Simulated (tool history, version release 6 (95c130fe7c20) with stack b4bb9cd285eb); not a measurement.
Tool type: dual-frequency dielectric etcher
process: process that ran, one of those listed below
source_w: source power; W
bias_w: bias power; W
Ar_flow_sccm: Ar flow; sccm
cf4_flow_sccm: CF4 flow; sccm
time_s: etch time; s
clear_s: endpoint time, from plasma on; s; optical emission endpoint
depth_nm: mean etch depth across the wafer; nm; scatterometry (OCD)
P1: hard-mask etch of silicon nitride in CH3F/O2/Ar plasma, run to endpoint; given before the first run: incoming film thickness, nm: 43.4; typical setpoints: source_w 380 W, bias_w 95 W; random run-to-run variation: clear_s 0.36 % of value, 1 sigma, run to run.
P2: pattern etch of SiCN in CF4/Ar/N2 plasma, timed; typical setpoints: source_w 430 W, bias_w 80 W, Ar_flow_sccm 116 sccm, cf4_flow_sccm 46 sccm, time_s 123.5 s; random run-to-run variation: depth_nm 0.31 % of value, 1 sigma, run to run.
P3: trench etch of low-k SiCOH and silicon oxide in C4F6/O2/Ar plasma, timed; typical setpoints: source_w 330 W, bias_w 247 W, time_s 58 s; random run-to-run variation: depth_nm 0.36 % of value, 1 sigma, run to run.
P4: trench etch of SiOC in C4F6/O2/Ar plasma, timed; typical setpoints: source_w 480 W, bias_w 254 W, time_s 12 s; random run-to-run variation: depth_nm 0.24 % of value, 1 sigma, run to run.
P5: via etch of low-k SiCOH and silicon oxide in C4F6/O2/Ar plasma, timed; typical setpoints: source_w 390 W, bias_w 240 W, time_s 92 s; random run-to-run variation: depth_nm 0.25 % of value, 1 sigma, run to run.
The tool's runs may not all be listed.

run 1 hour=14.3 | process=P1 source_w=380 bias_w=95 | clear_s=57.358
run 2 hour=26.1 | process=P2 source_w=430 bias_w=80 Ar_flow_sccm=116 cf4_flow_sccm=46 time_s=123.5 | depth_nm=95.73
run 3 hour=36 | process=P3 source_w=330 bias_w=157 time_s=58 | depth_nm=168.68
run 4 hour=45.3 | process=P2 source_w=430 bias_w=48 Ar_flow_sccm=116 cf4_flow_sccm=46 time_s=123.5 | depth_nm=78.688
run 5 hour=54.5 | process=P1 source_w=460 bias_w=120 | clear_s=48.728
run 6 hour=63.9 | process=P4 source_w=290 bias_w=254 time_s=12 | depth_nm=25.523
run 7 hour=74.3 | process=P3 source_w=330 bias_w=247 time_s=77.5 | depth_nm=261.27
run 8 hour=87 | process=P1 source_w=260 bias_w=95 | clear_s=66.028
run 9 hour=98.9 | process=P5 source_w=390 bias_w=240 time_s=50.5 | depth_nm=153.29
run 10 hour=107.2 | process=P2 source_w=430 bias_w=80 Ar_flow_sccm=116 cf4_flow_sccm=28 time_s=123.5 | depth_nm=87.766
run 11 hour=124 | process=P2 source_w=430 bias_w=80 Ar_flow_sccm=165 cf4_flow_sccm=46 time_s=123.5 | depth_nm=90.235
run 12 hour=134.1 | process=P3 source_w=330 bias_w=247 time_s=58 | depth_nm=195.47
run 13 hour=146.2 | process=P2 source_w=430 bias_w=80 Ar_flow_sccm=116 cf4_flow_sccm=46 time_s=90 | depth_nm=69.402
-- hour=147.3 bias power generator calibrated
run 14 hour=159.7 | process=P1 source_w=540 bias_w=70 | clear_s=55.793
run 15 hour=178.2 | process=P5 source_w=390 bias_w=166 time_s=92 | depth_nm=249.39
run 16 hour=190.2 | process=P1 source_w=380 bias_w=77 | clear_s=61.982
run 17 hour=206.5 | process=P1 source_w=450 bias_w=126 | clear_s=48.586
run 18 hour=218.7 | process=P1 source_w=380 bias_w=95 | clear_s=57.122
run 19 hour=234.6 | process=P1 source_w=380 bias_w=95 | clear_s=57.531
-- hour=241 source power generator calibrated
run 20 hour=246.1 | process=P3 source_w=260 bias_w=247 time_s=58 | depth_nm=178.93
run 21 hour=261.2 | process=P4 source_w=480 bias_w=254 time_s=9 | depth_nm=23.167
run 22 hour=269.9 | process=P4 source_w=480 bias_w=187 time_s=12 | depth_nm=28.003
run 23 hour=279.3 | process=P1 source_w=520 bias_w=95 | clear_s=50.954
run 24 hour=288.9 | process=P1 source_w=380 bias_w=126 | clear_s=51.74
run 25 hour=303.4 | process=P5 source_w=320 bias_w=240 time_s=92 | depth_nm=259.68
run 26 hour=313.1 | process=P5 source_w=390 bias_w=240 time_s=92 | depth_nm=280.33
run 27 hour=322.2 | process=P2 source_w=280 bias_w=80 Ar_flow_sccm=116 cf4_flow_sccm=46 time_s=123.5 | depth_nm=66.241
run 28 hour=338.1 | process=P1 source_w=380 bias_w=95 | clear_s=57.247
run 29 hour=351.3 | process=P3 source_w=330 bias_w=247 time_s=58 | depth_nm=194.45
run 30 hour=366.9 | process=P4 source_w=480 bias_w=254 time_s=12 | depth_nm=30.83
run 31 hour=385.1 | process=P1 source_w=380 bias_w=95 | clear_s=57.588
run 32 hour=395.5 | process=P1 source_w=380 bias_w=95 | clear_s=57.583

Forecast run 33:
run 33 hour=404.6 | process=P1 source_w=380 bias_w=95 | clear_s=?

{"run 33": {"clear_s": 57.853}}

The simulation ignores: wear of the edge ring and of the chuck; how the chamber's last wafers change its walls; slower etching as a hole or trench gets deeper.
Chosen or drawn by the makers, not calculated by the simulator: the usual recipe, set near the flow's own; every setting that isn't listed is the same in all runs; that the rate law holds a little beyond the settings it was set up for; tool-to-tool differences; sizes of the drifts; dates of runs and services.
